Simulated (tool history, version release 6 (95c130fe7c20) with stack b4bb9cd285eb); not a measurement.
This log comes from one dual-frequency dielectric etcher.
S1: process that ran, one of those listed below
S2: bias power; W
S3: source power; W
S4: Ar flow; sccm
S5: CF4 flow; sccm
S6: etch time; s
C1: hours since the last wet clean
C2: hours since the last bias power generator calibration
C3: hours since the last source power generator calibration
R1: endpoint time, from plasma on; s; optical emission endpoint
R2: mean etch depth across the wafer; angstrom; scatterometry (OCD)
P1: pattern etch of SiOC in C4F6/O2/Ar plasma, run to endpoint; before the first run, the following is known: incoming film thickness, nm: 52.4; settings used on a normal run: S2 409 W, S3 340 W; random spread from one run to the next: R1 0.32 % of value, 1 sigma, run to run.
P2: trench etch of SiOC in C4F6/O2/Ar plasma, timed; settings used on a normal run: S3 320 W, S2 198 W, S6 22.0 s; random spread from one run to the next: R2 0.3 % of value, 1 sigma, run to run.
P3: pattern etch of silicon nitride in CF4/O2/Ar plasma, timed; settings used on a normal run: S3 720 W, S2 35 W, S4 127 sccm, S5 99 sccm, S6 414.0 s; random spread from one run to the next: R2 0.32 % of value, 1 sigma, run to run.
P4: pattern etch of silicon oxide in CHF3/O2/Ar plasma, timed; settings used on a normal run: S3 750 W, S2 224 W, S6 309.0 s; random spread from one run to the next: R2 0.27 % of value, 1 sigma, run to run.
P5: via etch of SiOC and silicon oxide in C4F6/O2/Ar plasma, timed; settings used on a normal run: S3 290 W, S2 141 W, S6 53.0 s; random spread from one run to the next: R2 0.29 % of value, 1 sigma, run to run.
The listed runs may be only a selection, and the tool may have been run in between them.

run	hour	S1	S2	S3	S4	S5	S6	C1	C2	C3	R1	R2
1	3.3	P1	409	340				269.7	2619.6	1496.0	20.347	
2	7.6	P3	35	720	127	117	414.0	274.0	2623.9	1500.3		9676.40
3	13.3	P3	22	720	127	99	414.0	279.7	2629.6	1506.0		8119.40
# hour 17.8: bias power generator calibrated
4	20.1	P1	480	420				286.5	2.4	1512.8	17.771	
5	25.5	P3	35	720	127	99	581.0	291.9	7.8	1518.2		13162.00
6	29.7	P2	198	320			12.0	296.1	12.0	1522.4		234.15
7	36.9	P1	282	340				303.3	19.2	1529.6	23.154	
8	42.9	P4	224	750			309.0	309.3	25.2	1535.6		7169.20
9	48.7	P5	181	290			53.0	315.1	31.0	1541.4		521.97
10	52.6	P2	198	420			22.0	319.0	34.9	1545.3		477.68
11	58.2	P4	224	750			309.0	324.6	40.5	1550.9		7189.70
12	62.2	P1	409	470				328.6	44.5	1554.9	17.996	
13	68.6	P3	35	720	127	99	414.0	335.0	50.9	1561.3		9391.80
14	75.1	P1	546	340				341.5	57.4	1567.8	18.204	
15	82.0	P3	35	950	127	99	414.0	348.4	64.3	1574.7		12022.00
16	87.2	P1	409	340				353.6	69.5	1579.9	20.394	
17	93.5	P3	35	720	180	99	414.0	359.9	75.8	1586.2		8914.60
18	97.3	P2	198	320			22.0	363.7	79.6	1590.0		426.96
19	104.2	P4	224	750			170.0	370.6	86.5	1596.9		3947.40
20	107.6	P2	265	320			22.0	374.0	89.9	1600.3		473.61
21	114.4	P4	133	750			309.0	380.8	96.7	1607.1		6053.70
22	119.7	P1	409	340				386.1	102.0	1612.4	20.300	
23	125.1	P4	224	580			309.0	391.5	107.4	1617.8		6521.10
24	130.3	P1	409	340				396.7	112.6	1623.0	20.198	
25	134.0	P5	141	290			79.5	400.4	116.3	1626.7		729.11

Expected results for the next run?
26	137.2	P5	141	180			53.0	403.6	119.5	1629.9		?

{"run 26": {"R2": 402.37}}

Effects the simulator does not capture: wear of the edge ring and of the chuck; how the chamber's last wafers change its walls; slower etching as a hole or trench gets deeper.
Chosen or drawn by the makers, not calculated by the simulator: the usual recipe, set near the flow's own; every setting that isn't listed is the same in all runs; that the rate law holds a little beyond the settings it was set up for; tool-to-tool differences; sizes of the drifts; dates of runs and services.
